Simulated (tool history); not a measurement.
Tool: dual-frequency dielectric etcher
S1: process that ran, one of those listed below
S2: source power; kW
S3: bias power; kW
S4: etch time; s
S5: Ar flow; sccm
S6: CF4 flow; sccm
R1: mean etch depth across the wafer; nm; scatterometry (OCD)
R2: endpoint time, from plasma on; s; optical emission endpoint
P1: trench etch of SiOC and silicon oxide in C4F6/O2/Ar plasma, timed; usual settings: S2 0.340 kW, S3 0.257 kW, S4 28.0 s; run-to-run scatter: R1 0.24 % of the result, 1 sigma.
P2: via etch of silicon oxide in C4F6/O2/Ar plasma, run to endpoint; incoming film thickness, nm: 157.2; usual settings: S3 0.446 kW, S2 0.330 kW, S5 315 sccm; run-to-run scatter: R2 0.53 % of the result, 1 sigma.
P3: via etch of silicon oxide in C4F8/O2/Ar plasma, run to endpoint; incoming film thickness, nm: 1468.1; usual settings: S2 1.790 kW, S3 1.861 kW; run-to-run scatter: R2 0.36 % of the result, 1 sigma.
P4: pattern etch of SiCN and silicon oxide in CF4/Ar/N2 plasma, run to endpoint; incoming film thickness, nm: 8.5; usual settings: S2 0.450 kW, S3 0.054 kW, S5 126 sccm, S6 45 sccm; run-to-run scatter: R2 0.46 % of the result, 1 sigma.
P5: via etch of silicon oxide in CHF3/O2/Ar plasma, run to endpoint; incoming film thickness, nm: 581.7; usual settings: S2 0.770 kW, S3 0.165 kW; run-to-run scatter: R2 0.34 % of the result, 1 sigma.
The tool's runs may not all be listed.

run	hour	S1	S2	S3	S4	S5	S6	R1	R2
1	6.3	P1	0.340	0.257	28.0			59.196	
2	9.1	P2	0.330	0.446		315			39.0970
3	13.1	P5	0.770	0.106					317.4000
4	18.5	P2	0.330	0.258		315			47.8810
5	22.9	P4	0.630	0.054		126	45		8.9836
6	25.7	P1	0.340	0.257	28.0			59.319	
7	31.9	P5	0.770	0.165					277.5700
8	36.8	P3	1.790	2.399					291.3400
9	42.1	P1	0.340	0.257	28.0			59.350	
10	47.0	P1	0.340	0.257	28.0			59.292	
11	53.3	P5	1.060	0.165					245.4100
12	58.0	P1	0.340	0.257	28.0			59.361	
13	61.5	P5	0.770	0.165					279.2000
14	67.0	P1	0.460	0.257	28.0			66.545	
15	70.0	P2	0.330	0.446		223			37.6610
16	75.4	P1	0.340	0.257	20.5			43.558	
17	79.3	P1	0.280	0.257	28.0			55.013	
18	83.4	P4	0.450	0.054		126	45		12.0930
19	86.7	P2	0.390	0.446		315			37.0070
20	91.0	P3	1.790	1.861					315.2600
# hour 92.4: bias power generator calibrated
21	97.1	P4	0.450	0.054		126	63		11.2940
22	100.8	P4	0.450	0.054		85	45		11.2160
23	106.4	P4	0.450	0.054		126	45		11.9860
24	110.0	P1	0.340	0.257	28.0			59.306	
25	114.9	P1	0.340	0.200	28.0			54.508	
26	120.6	P3	1.790	1.861					314.0000
# hour 123.0: wet clean of the chamber
27	123.9	P3	1.420	1.861					343.9600
28	128.0	P1	0.340	0.315	28.0			63.739	
29	132.6	P1	0.400	0.358	28.0			70.885	
30	138.0	P4	0.450	0.039		126	45		13.5750
31	141.6	P1	0.340	0.257	34.5			72.832	
32	147.1	P1	0.340	0.257	28.0			59.480	
33	151.7	P1	0.340	0.257	28.0			58.676	
34	156.2	P1	0.340	0.257	28.0			58.549	
35	159.1	P1	0.340	0.257	28.0			58.469	
36	163.2	P1	0.340	0.257	28.0			58.215	
# hour 164.9: wet clean of the chamber
37	166.8	P1	0.340	0.257	28.0			58.310	
38	171.8	P1	0.340	0.257	28.0			58.173	
39	176.2	P1	0.340	0.257	28.0			58.297	

What P1 gives has crept away from where it was. These 2 causes fit the log equally well, each at the size given:
A: bias power that arrives under what is set, % = 4.74
B: source power that arrives under what is set, % = 4.28
The creep began at about hour 147.1.
Why every other cause is out:
chamber walls in a state that lowers the etch rate, %: serviced at hour 164.9, which brought nothing back

4 check runs are offered, each on 3 wafers whose results are averaged, their results left as question marks. Which one tells the causes apart?
check 1	180.6	P5	0.770	0.165					?
check 2	180.6	P4	0.450	0.054		126	45		?
check 3	180.6	P2	0.330	0.446		315			?
check 4	180.6	P3	1.790	1.861					?

What each check would give under each cause:
check	result	if A	if B
check 1	R2	282.3300	282.6800
check 2	R2	12.2750	12.5370
check 3	R2	40.0020	39.9290
check 4	R2	319.5600	320.7800
How far apart the two closest causes lie, in the result that separates them most: check 1 0.12 %; check 2 2.11 %; check 3 0.18 %; check 4 0.38 %
Check 2 tells the causes apart: in the others they would give nearly the same result.

Then check 2 was run and gave: R2 12.3220 s. Which cause is it?

It is A: bias power that arrives under what is set, %.
